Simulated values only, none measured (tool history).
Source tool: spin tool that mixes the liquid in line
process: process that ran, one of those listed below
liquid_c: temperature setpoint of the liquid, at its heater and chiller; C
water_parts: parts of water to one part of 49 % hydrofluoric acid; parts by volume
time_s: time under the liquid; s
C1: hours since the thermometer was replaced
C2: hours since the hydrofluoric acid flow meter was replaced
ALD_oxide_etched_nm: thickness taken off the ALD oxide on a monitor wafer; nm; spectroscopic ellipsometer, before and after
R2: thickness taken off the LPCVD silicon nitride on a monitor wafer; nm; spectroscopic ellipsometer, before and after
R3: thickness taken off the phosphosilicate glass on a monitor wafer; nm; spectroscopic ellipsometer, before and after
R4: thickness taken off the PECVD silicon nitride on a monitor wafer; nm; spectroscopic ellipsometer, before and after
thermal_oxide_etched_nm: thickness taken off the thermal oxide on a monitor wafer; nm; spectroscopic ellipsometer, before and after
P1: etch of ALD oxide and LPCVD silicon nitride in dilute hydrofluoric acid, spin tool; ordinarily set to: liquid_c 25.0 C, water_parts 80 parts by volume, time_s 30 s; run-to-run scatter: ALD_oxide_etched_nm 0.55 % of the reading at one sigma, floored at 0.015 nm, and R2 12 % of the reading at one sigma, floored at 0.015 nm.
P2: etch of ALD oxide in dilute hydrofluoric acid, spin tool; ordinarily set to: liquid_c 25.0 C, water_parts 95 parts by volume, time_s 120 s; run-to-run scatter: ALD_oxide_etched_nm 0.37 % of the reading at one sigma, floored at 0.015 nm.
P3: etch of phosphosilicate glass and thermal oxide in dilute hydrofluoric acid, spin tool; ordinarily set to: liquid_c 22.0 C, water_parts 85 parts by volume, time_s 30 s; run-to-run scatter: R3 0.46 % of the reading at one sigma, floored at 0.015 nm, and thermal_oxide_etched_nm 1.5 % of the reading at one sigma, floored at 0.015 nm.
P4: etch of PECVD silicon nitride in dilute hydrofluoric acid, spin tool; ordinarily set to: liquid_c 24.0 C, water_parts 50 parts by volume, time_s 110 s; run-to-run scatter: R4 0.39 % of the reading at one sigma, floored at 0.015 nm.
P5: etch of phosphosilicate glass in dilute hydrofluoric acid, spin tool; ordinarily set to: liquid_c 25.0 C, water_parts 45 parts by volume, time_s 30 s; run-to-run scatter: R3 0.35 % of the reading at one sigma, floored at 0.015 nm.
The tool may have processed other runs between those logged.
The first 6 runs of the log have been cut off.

{"run": 7, "hour": 32.1, "process": "P1", "liquid_c": 21.0, "water_parts": 80, "time_s": 30, "C1": 988.4, "C2": 284.0, "ALD_oxide_etched_nm": 8.5803, "R2": 0.15314}
{"run": 8, "hour": 35.0, "process": "P5", "liquid_c": 25.0, "water_parts": 75, "time_s": 30, "C1": 991.3, "C2": 286.9, "R3": 63.656}
{"run": 9, "hour": 38.3, "process": "P4", "liquid_c": 24.0, "water_parts": 20, "time_s": 110, "C1": 994.6, "C2": 290.2, "R4": 24.955}
{"run": 10, "hour": 42.6, "process": "P1", "liquid_c": 31.5, "water_parts": 80, "time_s": 30, "C1": 998.9, "C2": 294.5, "ALD_oxide_etched_nm": 12.775, "R2": 0.33666}
{"run": 11, "hour": 46.5, "process": "P3", "liquid_c": 29.0, "water_parts": 85, "time_s": 30, "C1": 1002.8, "C2": 298.4, "R3": 44.057, "thermal_oxide_etched_nm": 1.9714}
{"run": 12, "hour": 49.0, "process": "P1", "liquid_c": 25.0, "water_parts": 125, "time_s": 30, "C1": 1005.3, "C2": 300.9, "ALD_oxide_etched_nm": 6.0711, "R2": 0.12419}
{"run": 13, "hour": 52.9, "process": "P5", "liquid_c": 25.0, "water_parts": 45, "time_s": 30, "C1": 1009.2, "C2": 304.8, "R3": 109.56}
{"run": 14, "hour": 58.0, "process": "P1", "liquid_c": 25.0, "water_parts": 80, "time_s": 30, "C1": 1014.3, "C2": 309.9, "ALD_oxide_etched_nm": 9.8587, "R2": 0.19163}
{"run": 15, "hour": 61.8, "process": "P2", "liquid_c": 25.0, "water_parts": 95, "time_s": 65, "C1": 1018.1, "C2": 313.7, "ALD_oxide_etched_nm": 11.524}
{"run": 16, "hour": 66.6, "process": "P4", "liquid_c": 24.0, "water_parts": 50, "time_s": 50, "C1": 1022.9, "C2": 318.5, "R4": 4.6891}
{"run": 17, "hour": 71.5, "process": "P5", "liquid_c": 25.0, "water_parts": 45, "time_s": 15, "C1": 1027.8, "C2": 323.4, "R3": 55.321}
{"run": 18, "hour": 75.6, "process": "P1", "liquid_c": 25.0, "water_parts": 25, "time_s": 30, "C1": 1031.9, "C2": 327.5, "ALD_oxide_etched_nm": 33.923, "R2": 0.63763}
{"run": 19, "hour": 80.6, "process": "P1", "liquid_c": 25.0, "water_parts": 80, "time_s": 30, "C1": 1036.9, "C2": 332.5, "ALD_oxide_etched_nm": 10.02, "R2": 0.21853}
{"run": 20, "hour": 86.0, "process": "P1", "liquid_c": 20.0, "water_parts": 80, "time_s": 15, "C1": 1042.3, "C2": 337.9, "ALD_oxide_etched_nm": 4.0887, "R2": 0.094972}
{"run": 21, "hour": 88.6, "process": "P3", "liquid_c": 22.0, "water_parts": 85, "time_s": 60, "C1": 1044.9, "C2": 340.5, "R3": 66.673, "thermal_oxide_etched_nm": 3.0671}
{"run": 22, "hour": 92.2, "process": "P3", "liquid_c": 22.0, "water_parts": 85, "time_s": 30, "C1": 1048.5, "C2": 344.1, "R3": 33.659, "thermal_oxide_etched_nm": 1.463}
{"run": 23, "hour": 97.5, "process": "P1", "liquid_c": 25.0, "water_parts": 80, "time_s": 15, "C1": 1053.8, "C2": 349.4, "ALD_oxide_etched_nm": 4.9514, "R2": 0.11803}
{"run": 24, "hour": 101.4, "process": "P1", "liquid_c": 25.0, "water_parts": 80, "time_s": 30, "C1": 1057.7, "C2": 353.3, "ALD_oxide_etched_nm": 10.1, "R2": 0.23089}
{"run": 25, "hour": 105.8, "process": "P2", "liquid_c": 29.0, "water_parts": 95, "time_s": 120, "C1": 1062.1, "C2": 357.7, "ALD_oxide_etched_nm": 24.946}
{"run": 26, "hour": 108.7, "process": "P4", "liquid_c": 32.0, "water_parts": 50, "time_s": 110, "C1": 1065.0, "C2": 360.6, "R4": 17.412}
{"run": 27, "hour": 113.7, "process": "P2", "liquid_c": 25.0, "water_parts": 135, "time_s": 120, "C1": 1070.0, "C2": 365.6, "ALD_oxide_etched_nm": 14.324}
{"run": 28, "hour": 119.1, "process": "P3", "liquid_c": 22.0, "water_parts": 30, "time_s": 30, "C1": 1075.4, "C2": 371.0, "R3": 101.63, "thermal_oxide_etched_nm": 4.5705}

Forecast run 29:
{"run": 29, "hour": 122.2, "process": "P4", "liquid_c": 24.0, "water_parts": 50, "time_s": 110, "C1": 1078.5, "C2": 374.1, "R4": "?"}

Run 29 produced R4 10.3410 nm.

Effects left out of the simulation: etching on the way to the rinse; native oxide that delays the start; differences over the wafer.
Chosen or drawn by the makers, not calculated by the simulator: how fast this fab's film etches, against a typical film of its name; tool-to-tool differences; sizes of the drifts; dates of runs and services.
